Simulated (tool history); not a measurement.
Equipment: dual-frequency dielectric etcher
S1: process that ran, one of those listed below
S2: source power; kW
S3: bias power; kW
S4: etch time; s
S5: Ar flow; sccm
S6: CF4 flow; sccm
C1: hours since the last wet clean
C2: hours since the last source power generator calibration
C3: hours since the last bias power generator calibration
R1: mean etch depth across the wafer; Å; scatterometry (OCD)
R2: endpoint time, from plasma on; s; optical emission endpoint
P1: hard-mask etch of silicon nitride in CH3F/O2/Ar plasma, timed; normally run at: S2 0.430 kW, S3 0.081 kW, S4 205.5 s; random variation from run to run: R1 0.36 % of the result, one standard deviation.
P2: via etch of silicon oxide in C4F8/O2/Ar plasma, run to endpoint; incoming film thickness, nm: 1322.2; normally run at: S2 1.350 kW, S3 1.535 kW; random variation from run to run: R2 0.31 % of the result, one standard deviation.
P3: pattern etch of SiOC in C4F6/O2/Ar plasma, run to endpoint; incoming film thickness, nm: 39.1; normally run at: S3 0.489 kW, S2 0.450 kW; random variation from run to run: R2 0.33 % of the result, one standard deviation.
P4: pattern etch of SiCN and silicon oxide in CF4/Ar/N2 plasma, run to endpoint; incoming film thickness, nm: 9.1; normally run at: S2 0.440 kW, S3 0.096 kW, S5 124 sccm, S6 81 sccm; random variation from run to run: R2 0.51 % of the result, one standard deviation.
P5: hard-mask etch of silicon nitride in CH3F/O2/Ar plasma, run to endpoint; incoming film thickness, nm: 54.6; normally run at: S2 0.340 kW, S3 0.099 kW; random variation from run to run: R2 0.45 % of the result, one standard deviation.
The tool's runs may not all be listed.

run	hour	S1	S2	S3	S4	S5	S6	C1	C2	C3	R1	R2
1	7.7	P1	0.430	0.081	205.5			421.9	980.8	858.0	1556.70	
2	16.6	P1	0.280	0.081	124.5			430.8	989.7	866.9	810.44	
3	23.6	P2	0.850	1.535				437.8	996.7	873.9		391.3400
4	31.2	P4	0.440	0.096		83	81	445.4	1004.3	881.5		9.5440
5	39.1	P2	1.350	1.535				453.3	1012.2	889.4		326.5400
6	46.7	P5	0.340	0.134				460.9	1019.8	897.0		66.7270
7	52.6	P3	0.450	0.489				466.8	1025.7	902.9		12.9960
8	61.3	P4	0.320	0.096		124	81	475.5	1034.4	911.6		13.1710
9	66.8	P1	0.430	0.081	205.5			481.0	1039.9	917.1	1563.40	
10	73.3	P1	0.430	0.081	288.5			487.5	1046.4	923.6	2181.40	
11	77.7	P1	0.430	0.081	205.5			491.9	1050.8	928.0	1556.00	
12	83.6	P1	0.500	0.081	271.5			497.8	1056.7	933.9	2182.10	
13	91.7	P1	0.430	0.081	205.5			505.9	1064.8	942.0	1552.50	
14	96.5	P2	1.350	2.166				510.7	1069.6	946.8		295.0000
15	103.7	P1	0.430	0.081	113.0			517.9	1076.8	954.0	858.01	
16	109.6	P1	0.520	0.081	205.5			523.8	1082.7	959.9	1677.20	
17	118.6	P3	0.450	0.646				532.8	1091.7	968.9		11.7880
18	124.1	P4	0.440	0.096		124	81	538.3	1097.2	974.4		9.9960
19	131.6	P1	0.430	0.061	205.5			545.8	1104.7	981.9	1423.70	
20	136.4	P1	0.310	0.081	205.5			550.6	1109.5	986.7	1385.10	
21	142.1	P1	0.430	0.081	205.5			556.3	1115.2	992.4	1562.00	
22	149.8	P1	0.430	0.096	205.5			564.0	1122.9	1000.1	1652.80	
23	157.0	P3	0.310	0.489				571.2	1130.1	1007.3		14.8910
24	164.6	P4	0.440	0.096		124	104	578.8	1137.7	1014.9		9.7379
25	169.4	P5	0.340	0.099				583.6	1142.5	1019.7		74.6040
26	175.9	P4	0.440	0.074		124	81	590.1	1149.0	1026.2		11.0660
27	183.0	P5	0.210	0.099				597.2	1156.1	1033.3		90.0450
28	192.5	P1	0.430	0.081	205.5			606.7	1165.6	1042.8	1569.40	
29	200.8	P1	0.430	0.081	205.5			615.0	1173.9	1051.1	1551.50	
30	210.2	P1	0.430	0.081	205.5			624.4	1183.3	1060.5	1543.20	
31	215.5	P1	0.430	0.081	205.5			629.7	1188.6	1065.8	1551.80	
32	222.7	P1	0.430	0.081	205.5			636.9	1195.8	1073.0	1539.10	
# hour 230.0: wet clean of the chamber
33	232.1	P1	0.430	0.081	205.5			2.2	1205.2	1082.4	1532.70	
34	241.7	P1	0.430	0.081	205.5			11.8	1214.8	1092.0	1539.20	
35	248.0	P1	0.430	0.081	205.5			18.1	1221.1	1098.3	1535.90	

P1 has crept away from where it was. The log is fitted equally well by each of these 2 causes, at the sizes shown:
A: source power that arrives under what is set, % = 4.61
B: bias power that arrives under what is set, % = 4.98
At approximately hour 200.8, the process output began to creep.
Excluded causes, each with its reason:
chamber walls in a state that lowers the etch rate, %: its service at hour 230.0 followed the start of the drift and did not put the process back to its old value

Below are 4 check runs, each averaged over 3 wafers, with their results shown as question marks. Which of them would give clearly different results depending on which cause is behind the drift?
check 1	254.3	P5	0.240	0.099								?
check 2	254.3	P3	0.450	0.561								?
check 3	254.3	P4	0.440	0.096		124	101					?
check 4	254.3	P2	1.100	1.782								?

Predicted outcomes, by check and by cause:
check	result	if A	if B
check 1	R2	86.7410	86.9000
check 2	R2	12.5620	12.5850
check 3	R2	10.1130	9.8769
check 4	R2	346.2100	344.8500
Gap, in per cent, between the two causes that each check separates least, read from the result that separates them most: check 1 0.18 %; check 2 0.19 %; check 3 2.36 %; check 4 0.39 %
Check 3 tells the causes apart: in the others they would give nearly the same result.

The results of check 3 are: R2 9.9026 s. Based on these, which of the listed causes is it?

The cause is B: bias power that arrives under what is set, %.
